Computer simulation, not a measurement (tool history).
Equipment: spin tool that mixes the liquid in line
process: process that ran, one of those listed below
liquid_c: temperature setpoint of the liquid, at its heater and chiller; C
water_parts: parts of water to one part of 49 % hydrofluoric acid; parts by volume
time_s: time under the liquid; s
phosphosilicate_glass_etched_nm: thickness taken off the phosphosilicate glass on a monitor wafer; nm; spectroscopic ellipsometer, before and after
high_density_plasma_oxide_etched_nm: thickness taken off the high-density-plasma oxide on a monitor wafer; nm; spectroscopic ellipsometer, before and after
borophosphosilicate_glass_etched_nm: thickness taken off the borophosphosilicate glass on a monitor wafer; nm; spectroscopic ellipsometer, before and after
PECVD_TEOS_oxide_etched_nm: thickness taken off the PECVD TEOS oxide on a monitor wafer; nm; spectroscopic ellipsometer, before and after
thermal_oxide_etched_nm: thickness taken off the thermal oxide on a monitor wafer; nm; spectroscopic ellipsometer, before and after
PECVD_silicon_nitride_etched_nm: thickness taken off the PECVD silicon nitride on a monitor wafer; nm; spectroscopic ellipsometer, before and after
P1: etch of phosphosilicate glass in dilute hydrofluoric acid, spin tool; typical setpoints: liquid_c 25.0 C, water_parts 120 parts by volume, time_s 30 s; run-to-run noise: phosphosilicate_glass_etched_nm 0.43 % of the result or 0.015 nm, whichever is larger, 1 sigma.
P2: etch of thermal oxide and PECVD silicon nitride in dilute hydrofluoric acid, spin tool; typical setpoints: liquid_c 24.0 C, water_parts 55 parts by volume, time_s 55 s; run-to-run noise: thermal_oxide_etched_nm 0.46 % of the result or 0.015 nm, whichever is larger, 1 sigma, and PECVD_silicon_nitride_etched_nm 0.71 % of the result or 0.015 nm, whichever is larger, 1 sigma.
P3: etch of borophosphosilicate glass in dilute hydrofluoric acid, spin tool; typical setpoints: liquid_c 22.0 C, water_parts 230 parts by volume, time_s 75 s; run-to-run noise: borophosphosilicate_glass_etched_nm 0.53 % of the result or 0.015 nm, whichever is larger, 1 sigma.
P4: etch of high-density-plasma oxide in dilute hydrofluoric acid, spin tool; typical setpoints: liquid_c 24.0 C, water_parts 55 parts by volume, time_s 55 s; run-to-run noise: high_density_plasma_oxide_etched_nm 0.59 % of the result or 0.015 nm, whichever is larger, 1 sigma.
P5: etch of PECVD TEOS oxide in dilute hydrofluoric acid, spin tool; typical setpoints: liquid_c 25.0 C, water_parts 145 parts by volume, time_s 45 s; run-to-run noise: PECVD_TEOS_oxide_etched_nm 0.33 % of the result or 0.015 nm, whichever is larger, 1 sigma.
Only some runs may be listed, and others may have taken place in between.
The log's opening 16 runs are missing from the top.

| run | day | process | liquid_c | water_parts | time_s | hours since the thermometer was replaced | hours since the hydrofluoric acid flow meter was replaced | phosphosilicate_glass_etched_nm | high_density_plasma_oxide_etched_nm | borophosphosilicate_glass_etched_nm | PECVD_TEOS_oxide_etched_nm | thermal_oxide_etched_nm | PECVD_silicon_nitride_etched_nm |
|---|---|---|---|---|---|---|---|---|---|---|---|---|---|
| 17 | 6.033 | P1 | 25.0 | 25 | 30 | 946.7 | 1080.2 | 111.500 |  |  |  |  |  |
| 18 | 6.417 | P5 | 25.0 | 230 | 45 | 955.9 | 1089.4 |  |  |  | 3.7443 |  |  |
| 19 | 6.875 | P5 | 18.5 | 145 | 45 | 966.9 | 1100.4 |  |  |  | 5.0445 |  |  |
| 20 | 7.188 | P2 | 24.0 | 80 | 55 | 974.4 | 1107.9 |  |  |  |  | 3.4021 | 2.1549 |
| 21 | 7.679 | P1 | 25.0 | 120 | 15 | 986.2 | 1119.7 | 10.226 |  |  |  |  |  |
| 22 | 7.912 | P1 | 25.0 | 120 | 30 | 991.8 | 1125.3 | 20.571 |  |  |  |  |  |
| 23 | 8.183 | P1 | 25.0 | 175 | 55 | 998.3 | 1131.8 | 24.200 |  |  |  |  |  |
| 24 | 8.504 | P3 | 17.0 | 230 | 75 | 1006.0 | 1139.5 |  |  | 10.308 |  |  |  |
| 25 | 8.762 | P3 | 22.0 | 230 | 145 | 1012.2 | 1145.7 |  |  | 24.252 |  |  |  |
| 26 | 9.108 | P3 | 22.0 | 60 | 75 | 1020.5 | 1154.0 |  |  | 57.730 |  |  |  |
| 27 | 9.429 | P1 | 32.0 | 120 | 55 | 1028.2 | 1161.7 | 49.006 |  |  |  |  |  |
| 28 | 9.688 | P4 | 24.0 | 55 | 55 | 1034.4 | 1167.9 |  | 5.3508 |  |  |  |  |
| 29 | 10.033 | P5 | 25.0 | 145 | 45 | 1042.7 | 1176.2 |  |  |  | 6.5558 |  |  |

Expected results for the next run?
| 30 | 10.271 | P1 | 25.0 | 120 | 30 | 1048.4 | 1181.9 | ? |  |  |  |  |  |

phosphosilicate_glass_etched_nm: 20.340 nm
